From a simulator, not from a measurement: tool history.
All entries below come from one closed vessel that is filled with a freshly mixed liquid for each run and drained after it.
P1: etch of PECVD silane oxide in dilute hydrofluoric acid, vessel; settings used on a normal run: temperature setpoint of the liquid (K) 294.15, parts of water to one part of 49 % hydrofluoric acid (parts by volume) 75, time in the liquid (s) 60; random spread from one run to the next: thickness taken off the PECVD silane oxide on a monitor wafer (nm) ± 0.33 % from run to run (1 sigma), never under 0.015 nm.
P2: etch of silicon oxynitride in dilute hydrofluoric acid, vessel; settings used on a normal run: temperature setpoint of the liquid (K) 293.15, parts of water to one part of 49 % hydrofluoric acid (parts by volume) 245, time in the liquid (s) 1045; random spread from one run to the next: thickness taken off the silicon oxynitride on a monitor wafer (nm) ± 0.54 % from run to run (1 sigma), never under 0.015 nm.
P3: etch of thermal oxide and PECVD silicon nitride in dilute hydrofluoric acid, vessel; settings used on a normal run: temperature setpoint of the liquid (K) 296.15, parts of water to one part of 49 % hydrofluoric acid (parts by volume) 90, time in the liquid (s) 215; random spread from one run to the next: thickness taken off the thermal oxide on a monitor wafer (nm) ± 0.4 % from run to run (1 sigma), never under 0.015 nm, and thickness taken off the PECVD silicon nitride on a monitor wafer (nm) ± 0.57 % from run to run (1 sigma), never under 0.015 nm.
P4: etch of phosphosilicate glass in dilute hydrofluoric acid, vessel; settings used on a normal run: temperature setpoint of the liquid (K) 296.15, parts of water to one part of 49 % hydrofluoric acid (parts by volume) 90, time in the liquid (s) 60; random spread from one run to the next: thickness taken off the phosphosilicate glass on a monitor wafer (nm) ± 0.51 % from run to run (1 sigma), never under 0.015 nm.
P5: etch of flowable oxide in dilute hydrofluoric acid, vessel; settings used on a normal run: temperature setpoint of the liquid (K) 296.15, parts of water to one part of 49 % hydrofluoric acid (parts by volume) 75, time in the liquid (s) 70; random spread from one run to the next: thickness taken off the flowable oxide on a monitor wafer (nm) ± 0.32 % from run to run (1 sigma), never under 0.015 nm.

run     day  process that ran  temperature setpoint of the liquid (K)  parts of water to one part of 49 % hydrofluoric acid (parts by volume)  time in the liquid (s)  hours since the thermometer was replaced  hours since the hydrofluoric acid flow meter was replaced  thickness taken off the PECVD silane oxide on a monitor wafer (nm)  thickness taken off the thermal oxide on a monitor wafer (nm)  thickness taken off the PECVD silicon nitride on a monitor wafer (nm)  thickness taken off the silicon oxynitride on a monitor wafer (nm)  thickness taken off the phosphosilicate glass on a monitor wafer (nm)  thickness taken off the flowable oxide on a monitor wafer (nm)
  1   0.333                P1                                  294.15                                                                      75                      60                                    1125.1                                                      158.3                                                              29.328
  2   0.708                P1                                  294.15                                                                      75                      30                                    1134.1                                                      167.3                                                              14.762
  3   0.975                P3                                  296.15                                                                      90                     100                                    1140.5                                                      173.7                                                                                                                             5.1494                                                                 2.8381
  4   1.358                P3                                  296.15                                                                      20                     215                                    1149.7                                                      182.9                                                                                                                             54.229                                                                 26.525
  5   1.604                P2                                  299.65                                                                     245                    1045                                    1155.6                                                      188.8                                                                                                                                                                                                                                                                           8.8
  6   1.904                P1                                  294.15                                                                     130                      60                                    1162.8                                                        196                                                              16.017
  7   2.229                P1                                  294.15                                                                      75                      60                                    1170.6                                                      203.8                                                              29.651
  8   2.533                P4                                  296.15                                                                     145                      60                                    1177.9                                                      211.1                                                                                                                                                                                                                                                                                                                                               25.198
  9   2.883                P5                                  296.15                                                                     130                      70                                    1186.3                                                      219.5                                                                                                                                                                                                                                                                                                                                                                                                               25.881
 10     3.2                P5                                  296.15                                                                      75                      70                                    1193.9                                                      227.1                                                                                                                                                                                                                                                                                                                                                                                                               47.741
 11   3.596                P5                                  296.15                                                                      75                     120                                    1203.4                                                      236.6                                                                                                                                                                                                                                                                                                                                                                                                               82.354
 12   4.138                P2                                  293.15                                                                     245                    1045                                    1216.4                                                      249.6                                                                                                                                                                                                                                                                        6.5178
 13   4.383                P1                                  294.15                                                                      75                      60                                    1222.3                                                      255.5                                                              29.537
 14   4.892                P1                                  294.15                                                                      75                      60                                    1234.5                                                      267.7                                                               29.47
 15   5.421                P1                                  294.15                                                                      40                      60                                    1247.2                                                      280.4                                                              57.773
 16   5.946                P3                                  296.15                                                                      90                     215                                    1259.8                                                        293                                                                                                                              11.07                                                                 6.1127
 17   6.446                P1                                  290.15                                                                      75                      60                                    1271.8                                                        305                                                              24.932
 18   6.762                P2                                  293.15                                                                     245                    1045                                    1279.4                                                      312.6                                                                                                                                                                                                                                                                        6.4855
 19   7.025                P1                                  300.15                                                                      75                      60                                    1285.7                                                      318.9                                                              37.632
 20    7.55                P3                                  290.15                                                                      90                     215                                    1298.3                                                      331.5                                                                                                                             8.5549                                                                 4.0634
 21   8.012                P2                                  293.15                                                                     110                    1045                                    1309.4                                                      342.6                                                                                                                                                                                                                                                                        15.865
 22   8.296                P4                                  296.15                                                                      90                      60                                    1316.2                                                      349.4                                                                                                                                                                                                                                                                                                                                               43.616
 23   8.867                P4                                  296.15                                                                      90                      30                                    1329.9                                                      363.1                                                                                                                                                                                                                                                                                                                                               21.848
 24   9.329                P4                                  301.65                                                                      90                      60                                      1341                                                      374.2                                                                                                                                                                                                                                                                                                                                               53.581
 25   9.596                P1                                  294.15                                                                      75                      60                                    1347.4                                                      380.6                                                              29.337
 26   9.983                P3                                  296.15                                                                      90                     215                                    1356.7                                                      389.9                                                                                                                             11.043                                                                 6.0827
 27  10.292                P1                                  294.15                                                                     105                     110                                    1364.1                                                      397.3                                                              37.417
 28  10.567                P5                                  290.15                                                                      75                      70                                    1370.7                                                      403.9                                                                                                                                                                                                                                                                                                                                                                                                                 37.1
 29  11.038                P2                                  293.15                                                                     245                     430                                      1382                                                      415.2                                                                                                                                                                                                                                                                        2.7189
 30  11.396                P1                                  294.15                                                                      75                     115                                    1390.6                                                      423.8                                                              57.023
 31  11.842                P1                                  294.15                                                                      75                      60                                    1401.3                                                      434.5                                                              29.658
 32  12.362                P1                                  294.15                                                                      75                      60                                    1413.8                                                        447                                                              28.667
 33  12.658                P1                                  294.15                                                                      75                      60                                    1420.9                                                      454.1                                                              28.455
 34  13.071                P1                                  294.15                                                                      75                      60                                    1430.8                                                        464                                                              27.866
 35  13.525                P1                                  294.15                                                                      75                      60                                    1441.7                                                      474.9                                                              27.936
 36  13.796                P1                                  294.15                                                                      75                      60                                    1448.2                                                      481.4                                                               27.96
 37  14.354                P1                                  294.15                                                                      75                      60                                    1461.6                                                      494.8                                                              27.755
 38  14.854                P1                                  294.15                                                                      75                      60                                    1473.6                                                      506.8                                                              27.737

The output of P1 has drifted from where it used to be. Each of the 2 causes below, taken at the size shown beside it, accounts for the log equally well:
A: liquid colder than its thermometer reads (K) = 1.51
B: hydrofluoric acid flow below the setpoint (%) = 5.58
The onset of the drift is placed at about day 11.842.

Of the 4 check runs listed below, each run on one wafer and each result written as a question mark, which would let you distinguish the listed causes because they would give clearly different results?
check 1  15.354                P3                                  290.15                                                                      25                     215                                                                                                                                                                                                                                       ?                                                                      ?
check 2  15.354                P2                                  293.15                                                                     245                     520                                                                                                                                                                                                                                                                                                                                                                                  ?
check 3  15.354                P4                                  296.15                                                                     145                      60                                                                                                                                                                                                                                                                                                                                                                                                                                                         ?
check 4  15.354                P5                                  296.15                                                                      75                     115                                                                                                                                                                                                                                                                                                                                                                                                                                                                                                                         ?

Check results expected under each cause:
  check                                                                 result    if A    if B
check 1          thickness taken off the thermal oxide on a monitor wafer (nm)  31.134  31.385
check 1  thickness taken off the PECVD silicon nitride on a monitor wafer (nm)  12.547  13.244
check 2     thickness taken off the silicon oxynitride on a monitor wafer (nm)   3.046  3.0544
check 3  thickness taken off the phosphosilicate glass on a monitor wafer (nm)  23.871   23.68
check 4         thickness taken off the flowable oxide on a monitor wafer (nm)  73.908  73.832
Separation of the two closest causes in each check, using whichever result separates them best: check 1 5.41 %; check 2 0.28 %; check 3 0.81 %; check 4 0.1 %
Only check 1 tells the causes apart: in the others they would give nearly the same result.

After running check 1, the following was obtained: thickness taken off the thermal oxide on a monitor wafer (nm) 31.144; thickness taken off the PECVD silicon nitride on a monitor wafer (nm) 12.623. Which cause does this point to?

The cause is A: liquid colder than its thermometer reads (K).
